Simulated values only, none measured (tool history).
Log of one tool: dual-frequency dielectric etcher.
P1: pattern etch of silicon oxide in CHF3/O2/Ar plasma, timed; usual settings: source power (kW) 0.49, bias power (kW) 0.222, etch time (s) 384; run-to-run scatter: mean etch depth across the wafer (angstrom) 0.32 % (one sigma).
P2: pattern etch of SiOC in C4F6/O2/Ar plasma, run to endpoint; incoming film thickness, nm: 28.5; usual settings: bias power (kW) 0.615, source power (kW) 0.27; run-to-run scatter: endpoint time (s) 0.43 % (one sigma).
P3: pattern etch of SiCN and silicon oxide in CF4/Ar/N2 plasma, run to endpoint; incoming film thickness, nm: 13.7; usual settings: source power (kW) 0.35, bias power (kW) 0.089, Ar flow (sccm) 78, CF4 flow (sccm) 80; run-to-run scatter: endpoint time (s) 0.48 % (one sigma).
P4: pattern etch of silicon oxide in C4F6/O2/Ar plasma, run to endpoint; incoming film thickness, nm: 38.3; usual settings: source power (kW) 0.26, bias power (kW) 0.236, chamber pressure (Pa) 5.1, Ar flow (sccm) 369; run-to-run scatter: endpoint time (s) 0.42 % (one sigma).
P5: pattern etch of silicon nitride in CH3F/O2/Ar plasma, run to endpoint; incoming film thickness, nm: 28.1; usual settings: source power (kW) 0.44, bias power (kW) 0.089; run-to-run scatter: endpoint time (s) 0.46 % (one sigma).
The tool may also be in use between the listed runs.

| run | hour | process that ran | source power (kW) | bias power (kW) | etch time (s) | chamber pressure (Pa) | Ar flow (sccm) | CF4 flow (sccm) | hours since the last wet clean | hours since the last source power generator calibration | hours since the last bias power generator calibration | mean etch depth across the wafer (angstrom) | endpoint time (s) |
|---|---|---|---|---|---|---|---|---|---|---|---|---|---|
| 1 | 7.8 | P1 | 0.49 | 0.222 | 384 |  |  |  | 250.6 | 2971.2 | 1384.7 | 7287.1 |  |
| 2 | 17.8 | P4 | 0.26 | 0.141 |  | 5.1 | 369 |  | 260.6 | 2981.2 | 1394.7 |  | 16.754 |
| 3 | 31.1 | P1 | 0.49 | 0.222 | 384 |  |  |  | 273.9 | 2994.5 | 1408 | 7329.6 |  |
| 4 | 46.8 | P1 | 0.64 | 0.289 | 384 |  |  |  | 289.6 | 3010.2 | 1423.7 | 8866.8 |  |
| 5 | 62.3 | P1 | 0.49 | 0.222 | 261.5 |  |  |  | 305.1 | 3025.7 | 1439.2 | 4973.4 |  |
| 6 | 75.9 | P4 | 0.26 | 0.236 |  | 4.1 | 369 |  | 318.7 | 3039.3 | 1452.8 |  | 13.796 |
| 7 | 87.1 | P2 | 0.27 | 0.615 |  |  |  |  | 329.9 | 3050.5 | 1464 |  | 10.632 |
| 8 | 101.9 | P5 | 0.44 | 0.089 |  |  |  |  | 344.7 | 3065.3 | 1478.8 |  | 37.444 |
| 9 | 115.9 | P5 | 0.44 | 0.125 |  |  |  |  | 358.7 | 3079.3 | 1492.8 |  | 33.025 |
| 10 | 129.9 | P2 | 0.27 | 0.615 |  |  |  |  | 372.7 | 3093.3 | 1506.8 |  | 10.628 |
| 11 | 141.6 | P1 | 0.49 | 0.139 | 384 |  |  |  | 384.4 | 3105 | 1518.5 | 6217.1 |  |
| 12 | 155.9 | P1 | 0.61 | 0.222 | 384 |  |  |  | 398.7 | 3119.3 | 1532.8 | 7921.9 |  |
| 13 | 165.4 | P3 | 0.35 | 0.089 |  |  | 78 | 80 | 408.2 | 3128.8 | 1542.3 |  | 17.47 |
| 14 | 176 | P4 | 0.35 | 0.236 |  | 5.1 | 369 |  | 418.8 | 3139.4 | 1552.9 |  | 12.7 |
| 15 | 188.6 | P5 | 0.62 | 0.089 |  |  |  |  | 431.4 | 3152 | 1565.5 |  | 32.759 |
|  | 196.6 | source power generator calibrated |
| 16 | 202.7 | P1 | 0.49 | 0.288 | 384 |  |  |  | 445.5 | 6.2 | 1579.6 | 8032.7 |  |
| 17 | 215 | P3 | 0.35 | 0.089 |  |  | 46 | 80 | 457.8 | 18.5 | 1591.9 |  | 16.631 |
| 18 | 231.9 | P2 | 0.38 | 0.615 |  |  |  |  | 474.7 | 35.4 | 1608.8 |  | 9.3341 |
|  | 234 | bias power generator calibrated |
| 19 | 239.8 | P1 | 0.49 | 0.222 | 384 |  |  |  | 482.6 | 43.3 | 5.9 | 7282.8 |  |
| 20 | 255.7 | P3 | 0.21 | 0.089 |  |  | 78 | 80 | 498.5 | 59.2 | 21.8 |  | 27.558 |
| 21 | 268.4 | P3 | 0.35 | 0.122 |  |  | 78 | 80 | 511.2 | 71.9 | 34.5 |  | 15.631 |
| 22 | 284.7 | P1 | 0.49 | 0.222 | 508 |  |  |  | 527.5 | 88.2 | 50.8 | 9653.8 |  |
| 23 | 297.9 | P4 | 0.26 | 0.236 |  | 5.1 | 369 |  | 540.7 | 101.4 | 64 |  | 14.132 |
| 24 | 309.6 | P3 | 0.35 | 0.089 |  |  | 78 | 104 | 552.4 | 113.1 | 75.7 |  | 17.053 |
| 25 | 318 | P2 | 0.27 | 0.747 |  |  |  |  | 560.8 | 121.5 | 84.1 |  | 9.7973 |
| 26 | 326.6 | P1 | 0.39 | 0.174 | 384 |  |  |  | 569.4 | 130.1 | 92.7 | 6148.3 |  |
| 27 | 339.3 | P1 | 0.37 | 0.222 | 384 |  |  |  | 582.1 | 142.8 | 105.4 | 6574.8 |  |
| 28 | 354.1 | P1 | 0.49 | 0.222 | 384 |  |  |  | 596.9 | 157.6 | 120.2 | 7306.8 |  |
| 29 | 364.3 | P1 | 0.49 | 0.222 | 384 |  |  |  | 607.1 | 167.8 | 130.4 | 7280.1 |  |
| 30 | 374.4 | P1 | 0.49 | 0.222 | 384 |  |  |  | 617.2 | 177.9 | 140.5 | 7324.5 |  |
| 31 | 383.3 | P4 | 0.26 | 0.236 |  | 5.1 | 436 |  | 626.1 | 186.8 | 149.4 |  | 14.407 |
| 32 | 397.2 | P1 | 0.49 | 0.145 | 301 |  |  |  | 640 | 200.7 | 163.3 | 4959.4 |  |
| 33 | 411.3 | P1 | 0.49 | 0.222 | 384 |  |  |  | 654.1 | 214.8 | 177.4 | 7328.6 |  |
| 34 | 428.8 | P1 | 0.49 | 0.222 | 384 |  |  |  | 671.6 | 232.3 | 194.9 | 7196.9 |  |
| 35 | 440.5 | P1 | 0.49 | 0.222 | 384 |  |  |  | 683.3 | 244 | 206.6 | 7226 |  |
| 36 | 448.3 | P1 | 0.49 | 0.222 | 384 |  |  |  | 691.1 | 251.8 | 214.4 | 7200.5 |  |
|  | 450.9 | wet clean of the chamber |
| 37 | 465 | P1 | 0.49 | 0.222 | 384 |  |  |  | 14.1 | 268.5 | 231.1 | 7148.6 |  |
| 38 | 473.7 | P1 | 0.49 | 0.222 | 384 |  |  |  | 22.8 | 277.2 | 239.8 | 7208.1 |  |
| 39 | 489.6 | P1 | 0.49 | 0.222 | 384 |  |  |  | 38.7 | 293.1 | 255.7 | 7201.6 |  |
| 40 | 503.8 | P1 | 0.49 | 0.222 | 384 |  |  |  | 52.9 | 307.3 | 269.9 | 7189 |  |
| 41 | 517.7 | P1 | 0.49 | 0.222 | 384 |  |  |  | 66.8 | 321.2 | 283.8 | 7198.5 |  |

What P1 gives has crept away from where it was. These 2 causes fit the log equally well, each at the size given:
A: source power that arrives under what is set, % = 4.17
B: bias power that arrives under what is set, % = 4.44
The creep began at about hour 411.3.
Why every other cause is out:
chamber walls in a state that lowers the etch rate, %: serviced at hour 450.9, which brought nothing back

4 check runs are offered, each on 3 wafers whose results are averaged, their results left as question marks. Which one tells the causes apart?
| check 1 | 531.6 | P4 | 0.34 | 0.169 |  | 5.1 | 369 |  |  |  |  |  | ? |
| check 2 | 531.6 | P2 | 0.33 | 0.615 |  |  |  |  |  |  |  |  | ? |
| check 3 | 531.6 | P3 | 0.21 | 0.089 |  |  | 48 | 80 |  |  |  |  | ? |
| check 4 | 531.6 | P5 | 0.6 | 0.089 |  |  |  |  |  |  |  |  | ? |

What each check would give under each cause:
| check | result | if A | if B |
|---|---|---|---|
| check 1 | endpoint time (s) | 14.484 | 14.45 |
| check 2 | endpoint time (s) | 10.015 | 10.035 |
| check 3 | endpoint time (s) | 27.077 | 26.476 |
| check 4 | endpoint time (s) | 33.721 | 33.709 |
How far apart the two closest causes lie, in the result that separates them most: check 1 0.23 %; check 2 0.2 %; check 3 2.24 %; check 4 0.03 %
Only check 3 tells the causes apart: in the others they would give nearly the same result.

Check 3 was then run and gave: endpoint time (s) 26.597. Which cause is it?

It is B: bias power that arrives under what is set, %.

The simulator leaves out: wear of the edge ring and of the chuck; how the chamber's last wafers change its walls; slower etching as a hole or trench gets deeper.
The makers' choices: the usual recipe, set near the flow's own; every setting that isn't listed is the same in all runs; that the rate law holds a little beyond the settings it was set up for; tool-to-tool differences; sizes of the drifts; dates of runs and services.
